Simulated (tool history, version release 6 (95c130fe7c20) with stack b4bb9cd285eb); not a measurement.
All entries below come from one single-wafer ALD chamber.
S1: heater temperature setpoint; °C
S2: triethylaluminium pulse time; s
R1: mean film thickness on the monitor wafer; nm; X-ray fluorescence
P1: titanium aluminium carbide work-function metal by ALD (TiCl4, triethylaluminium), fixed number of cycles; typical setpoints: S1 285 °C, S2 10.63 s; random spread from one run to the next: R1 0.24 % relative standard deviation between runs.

run   hour   S1     S2      R1
  1   13.6  285  10.63  1.8259
  2   28.6  297  10.63  1.9276
  3   39.3  285   4.16  1.4269
  4   48.9  261  10.63  1.6253
  5   64.2  285  10.63  1.8287
  6   81.4  285  10.63   1.832
  7   98.5  285  16.73  1.8585
  8    116  285  10.63  1.8198
  9  133.1  285  10.63  1.8351
 10  141.3  306  16.68  2.0465
 11  153.2  263   6.96  1.5361
 12  166.1  285  10.63  1.8301
 13    182  285  10.63  1.8226
 14  198.5  285  10.63  1.8006
 15  213.5  285  10.63  1.7988
 16  221.6  285  10.63  1.7855

Run 17 is up next; what results do you expect?
 17  233.7  285  10.63   ?

{"run 17": {"R1": 1.7896}}
